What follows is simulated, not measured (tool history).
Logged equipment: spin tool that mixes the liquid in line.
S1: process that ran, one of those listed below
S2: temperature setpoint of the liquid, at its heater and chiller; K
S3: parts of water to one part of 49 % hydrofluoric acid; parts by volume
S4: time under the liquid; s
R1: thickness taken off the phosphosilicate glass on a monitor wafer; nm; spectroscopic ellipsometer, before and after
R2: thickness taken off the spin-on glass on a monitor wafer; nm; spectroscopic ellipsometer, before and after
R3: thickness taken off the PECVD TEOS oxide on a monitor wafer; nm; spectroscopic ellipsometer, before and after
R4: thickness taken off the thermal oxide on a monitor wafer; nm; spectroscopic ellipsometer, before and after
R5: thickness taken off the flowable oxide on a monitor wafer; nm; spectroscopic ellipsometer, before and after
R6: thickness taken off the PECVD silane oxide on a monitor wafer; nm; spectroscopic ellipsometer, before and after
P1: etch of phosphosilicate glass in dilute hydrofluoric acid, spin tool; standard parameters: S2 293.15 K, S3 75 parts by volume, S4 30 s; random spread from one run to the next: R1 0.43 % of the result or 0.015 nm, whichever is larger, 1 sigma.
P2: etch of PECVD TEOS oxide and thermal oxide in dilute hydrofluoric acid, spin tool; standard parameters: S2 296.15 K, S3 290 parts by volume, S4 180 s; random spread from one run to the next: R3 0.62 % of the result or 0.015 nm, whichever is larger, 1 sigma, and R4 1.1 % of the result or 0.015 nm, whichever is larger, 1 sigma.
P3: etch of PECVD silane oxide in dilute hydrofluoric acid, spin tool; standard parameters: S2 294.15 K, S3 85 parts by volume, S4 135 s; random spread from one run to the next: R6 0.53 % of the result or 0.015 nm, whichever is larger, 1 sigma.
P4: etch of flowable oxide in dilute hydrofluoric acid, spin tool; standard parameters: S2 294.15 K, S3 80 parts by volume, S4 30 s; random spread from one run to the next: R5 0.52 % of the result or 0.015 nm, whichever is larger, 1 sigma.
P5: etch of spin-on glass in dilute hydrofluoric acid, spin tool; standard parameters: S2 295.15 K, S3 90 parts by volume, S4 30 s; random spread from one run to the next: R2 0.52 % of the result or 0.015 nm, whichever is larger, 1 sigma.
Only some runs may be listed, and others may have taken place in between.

Run 1, day 0.446: S1 P1, S2 293.15 K, S3 75 parts by volume, S4 30 s. Result: R1 39.487 nm.
Run 2, day 0.867: S1 P5, S2 300.15 K, S3 90 parts by volume, S4 30 s. Result: R2 26.384 nm.
Run 3, day 1.096: S1 P2, S2 292.15 K, S3 290 parts by volume, S4 180 s. Result: R3 3.6018 nm, R4 1.82960 nm.
Run 4, day 1.338: S1 P4, S2 294.15 K, S3 80 parts by volume, S4 30 s. Result: R5 19.206 nm.
Run 5, day 1.558: S1 P4, S2 294.15 K, S3 45 parts by volume, S4 30 s. Result: R5 35.710 nm.
Run 6, day 1.954: S1 P1, S2 290.15 K, S3 75 parts by volume, S4 45 s. Result: R1 52.092 nm.
Run 7, day 2.271: S1 P2, S2 296.15 K, S3 290 parts by volume, S4 285 s. Result: R3 6.7151 nm, R4 3.37880 nm.
Run 8, day 2.554: S1 P1, S2 297.15 K, S3 75 parts by volume, S4 30 s. Result: R1 46.557 nm.
Run 9, day 2.988: S1 P5, S2 295.15 K, S3 90 parts by volume, S4 30 s. Result: R2 21.571 nm.
Run 10, day 3.354: S1 P1, S2 293.15 K, S3 75 parts by volume, S4 30 s. Result: R1 39.347 nm.
Run 11, day 3.833: S1 P2, S2 296.15 K, S3 515 parts by volume, S4 180 s. Result: R3 1.9237 nm, R4 0.97402 nm.
Run 12, day 4.146: S1 P1, S2 293.15 K, S3 75 parts by volume, S4 30 s. Result: R1 39.449 nm.
Run 13, day 4.458: S1 P5, S2 295.15 K, S3 90 parts by volume, S4 60 s. Result: R2 43.307 nm.
Run 14, day 4.888: S1 P2, S2 296.15 K, S3 290 parts by volume, S4 180 s. Result: R3 4.2122 nm, R4 2.13310 nm.
At day 4.908: thermometer replaced.
Run 15, day 5.133: S1 P4, S2 294.15 K, S3 80 parts by volume, S4 55 s. Result: R5 35.657 nm.
Run 16, day 5.546: S1 P3, S2 294.15 K, S3 85 parts by volume, S4 45 s. Result: R6 14.693 nm.
Run 17, day 5.888: S1 P1, S2 293.15 K, S3 75 parts by volume, S4 30 s. Result: R1 39.375 nm.
Run 18, day 6.346: S1 P4, S2 290.15 K, S3 80 parts by volume, S4 30 s. Result: R5 16.439 nm.
Run 19, day 6.829: S1 P1, S2 293.15 K, S3 75 parts by volume, S4 30 s. Result: R1 39.515 nm.
Run 20, day 7.283: S1 P5, S2 295.15 K, S3 25 parts by volume, S4 30 s. Result: R2 84.550 nm.
Run 21, day 7.588: S1 P4, S2 294.15 K, S3 80 parts by volume, S4 30 s. Result: R5 19.363 nm.
Run 22, day 7.829: S1 P3, S2 294.15 K, S3 140 parts by volume, S4 135 s. Result: R6 25.114 nm.
Run 23, day 8.054: S1 P1, S2 293.15 K, S3 35 parts by volume, S4 30 s. Result: R1 88.389 nm.
Run 24, day 8.383: S1 P1, S2 293.15 K, S3 135 parts by volume, S4 30 s. Result: R1 20.381 nm.
Run 25, day 8.692: S1 P1, S2 290.15 K, S3 75 parts by volume, S4 30 s. Result: R1 34.816 nm.
Run 26, day 8.954: S1 P1, S2 293.15 K, S3 75 parts by volume, S4 15 s. Result: R1 19.810 nm.
Run 27, day 9.400: S1 P3, S2 302.15 K, S3 85 parts by volume, S4 135 s. Result: R6 60.273 nm.
Run 28, day 9.658: S1 P1, S2 293.15 K, S3 75 parts by volume, S4 50 s. Result: R1 66.033 nm.

Run 29 comes next. What will it give?
Run 29, day 9.996: S1 P3, S2 294.15 K, S3 85 parts by volume, S4 135 s. Result: R6 ?.

{"run 29": {"R6": 44.055}}

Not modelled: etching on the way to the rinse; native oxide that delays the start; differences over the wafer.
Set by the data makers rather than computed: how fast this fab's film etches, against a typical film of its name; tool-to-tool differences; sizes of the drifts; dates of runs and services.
